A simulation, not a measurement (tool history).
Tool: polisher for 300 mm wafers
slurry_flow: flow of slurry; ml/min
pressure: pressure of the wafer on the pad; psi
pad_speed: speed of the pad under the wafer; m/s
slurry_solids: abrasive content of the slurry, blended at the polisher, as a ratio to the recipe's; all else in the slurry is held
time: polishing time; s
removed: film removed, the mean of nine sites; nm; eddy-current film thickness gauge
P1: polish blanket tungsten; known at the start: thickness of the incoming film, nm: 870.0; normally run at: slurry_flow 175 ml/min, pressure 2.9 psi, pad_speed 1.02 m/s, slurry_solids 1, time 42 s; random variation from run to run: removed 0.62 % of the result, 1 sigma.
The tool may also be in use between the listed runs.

| run | hour | slurry_flow | pressure | pad_speed | slurry_solids | time | wafers polished on this pad | hours since the slurry nozzle was cleaned | hours since the head pressure was calibrated | hours since the slurry blender was calibrated | hours since the slurry got fresh peroxide | removed |
|---|---|---|---|---|---|---|---|---|---|---|---|---|
| 1 | 10.9 | 175 | 2.9 | 1.02 | 1 | 42 | 533 | 303.8 | 297 | 114.1 | 54.3 | 167.61 |
| 2 | 15.9 | 175 | 1.7 | 1.02 | 1 | 62 | 619 | 308.8 | 302 | 119.1 | 59.3 | 146.12 |
| 3 | 20.9 | 175 | 2.9 | 1.02 | 1.35 | 42 | 705 | 313.8 | 307 | 124.1 | 64.3 | 178.95 |
| 4 | 31.4 | 175 | 2.9 | 1.02 | 1 | 42 | 885 | 324.3 | 317.5 | 134.6 | 74.8 | 167.77 |
| 5 | 40.2 | 175 | 2.9 | 0.7 | 1 | 42 | 1035 | 333.1 | 326.3 | 143.4 | 83.6 | 114.72 |
| 6 | 45.8 | 175 | 2.9 | 1.02 | 1 | 42 | 1131 | 338.7 | 331.9 | 149 | 89.2 | 167.28 |
| 7 | 56.2 | 175 | 2.9 | 1.02 | 1 | 62 | 1309 | 349.1 | 342.3 | 159.4 | 99.6 | 249.9 |
| 8 | 65.8 | 175 | 2.9 | 1.02 | 1 | 42 | 1474 | 358.7 | 351.9 | 169 | 109.2 | 169.53 |
| 9 | 70.6 | 230 | 2.9 | 1.02 | 1 | 42 | 1556 | 363.5 | 356.7 | 173.8 | 114 | 174.14 |
| 10 | 77.2 | 175 | 2.9 | 1.02 | 0.55 | 42 | 1669 | 370.1 | 363.3 | 180.4 | 120.6 | 145.86 |
| 11 | 85.7 | 175 | 2.9 | 1.02 | 1 | 42 | 1815 | 378.6 | 371.8 | 188.9 | 129.1 | 168.24 |
| 12 | 93 | 175 | 2.9 | 1.02 | 1 | 42 | 1940 | 385.9 | 379.1 | 196.2 | 136.4 | 167.72 |
| 13 | 101.1 | 175 | 2.9 | 1.34 | 1 | 42 | 2078 | 394 | 387.2 | 204.3 | 144.5 | 218.42 |
| 14 | 108.5 | 175 | 2.9 | 1.02 | 1 | 24 | 2205 | 401.4 | 394.6 | 211.7 | 151.9 | 96.338 |
| 15 | 116.1 | 175 | 4.3 | 1.02 | 1 | 42 | 2335 | 409 | 402.2 | 219.3 | 159.5 | 247.06 |
| 16 | 124.2 | 105 | 2.9 | 1.02 | 1 | 42 | 2474 | 417.1 | 410.3 | 227.4 | 167.6 | 151.91 |
| 17 | 131.2 | 175 | 1.4 | 1.02 | 1 | 42 | 2594 | 424.1 | 417.3 | 234.4 | 174.6 | 80.611 |
| 18 | 138.8 | 175 | 2.9 | 1.02 | 1 | 42 | 2724 | 431.7 | 424.9 | 242 | 182.2 | 166.54 |
| 19 | 148.6 | 175 | 2.9 | 1.02 | 1 | 42 | 2892 | 441.5 | 434.7 | 251.8 | 192 | 167.4 |
| 20 | 155 | 175 | 2.9 | 1.02 | 1 | 42 | 3001 | 447.9 | 441.1 | 258.2 | 198.4 | 162.56 |
| 21 | 161.2 | 175 | 2.9 | 1.02 | 1 | 42 | 3108 | 454.1 | 447.3 | 264.4 | 204.6 | 158.88 |
| 22 | 168.3 | 175 | 2.9 | 1.02 | 1 | 42 | 3229 | 461.2 | 454.4 | 271.5 | 211.7 | 155.33 |
|  | 174.6 | slurry tank refilled with fresh slurry and peroxide |
| 23 | 177.7 | 175 | 2.9 | 1.02 | 1 | 42 | 3390 | 470.6 | 463.8 | 280.9 | 3.2 | 155.01 |
|  | 183.6 | head pressure recalibrated |
| 24 | 185.1 | 175 | 2.9 | 1.02 | 1 | 42 | 3517 | 478 | 1.6 | 288.3 | 10.6 | 153.52 |
|  | 187.4 | slurry blender recalibrated |
| 25 | 191.3 | 175 | 2.9 | 1.02 | 1 | 42 | 3623 | 484.2 | 7.8 | 3.9 | 16.8 | 151.84 |
| 26 | 197.6 | 175 | 2.9 | 1.02 | 1 | 42 | 3731 | 490.5 | 14.1 | 10.2 | 23.1 | 154.1 |
| 27 | 204.4 | 175 | 2.9 | 1.02 | 1 | 42 | 3847 | 497.3 | 20.9 | 17 | 29.9 | 153.04 |

What P1 gives has crept away from where it was. These 2 causes fit the log equally well, each at the size given:
A: slurry flow missing at the pad, % = 39.5
B: removal rate lost through wear of the pad, % = 9.05
The creep began at about hour 148.6.
Why every other cause is out:
head's pressure below its setpoint, %: serviced at hour 183.6, which brought nothing back
abrasive missing from the slurry, %: serviced at hour 187.4, which brought nothing back
peroxide lost from the slurry, %: serviced at hour 174.6, which brought nothing back

4 check runs are offered, one wafer each, their results left as question marks. Which one tells the causes apart?
| check 1 | 211.2 | 105 | 2.9 | 1.02 | 1 | 57 |  |  |  |  |  | ? |
| check 2 | 211.2 | 175 | 4.3 | 1.02 | 1 | 59 |  |  |  |  |  | ? |
| check 3 | 211.2 | 175 | 2.9 | 1.02 | 1.3 | 42 |  |  |  |  |  | ? |
| check 4 | 211.2 | 175 | 2.9 | 1.02 | 1 | 29 |  |  |  |  |  | ? |

What each check would give under each cause:
| check | result | if A | if B |
|---|---|---|---|
| check 1 | removed | 177.89 | 187.82 |
| check 2 | removed | 317.57 | 317.62 |
| check 3 | removed | 162.35 | 162.38 |
| check 4 | removed | 105.27 | 105.29 |
How far apart the two closest causes lie, in the result that separates them most: check 1 5.44 %; check 2 0.01 %; check 3 0.01 %; check 4 0.01 %
Only check 1 tells the causes apart: in the others they would give nearly the same result.

Check 1 was then run and gave: removed 186.04 nm. Which cause is it?

It is B: removal rate lost through wear of the pad, %.

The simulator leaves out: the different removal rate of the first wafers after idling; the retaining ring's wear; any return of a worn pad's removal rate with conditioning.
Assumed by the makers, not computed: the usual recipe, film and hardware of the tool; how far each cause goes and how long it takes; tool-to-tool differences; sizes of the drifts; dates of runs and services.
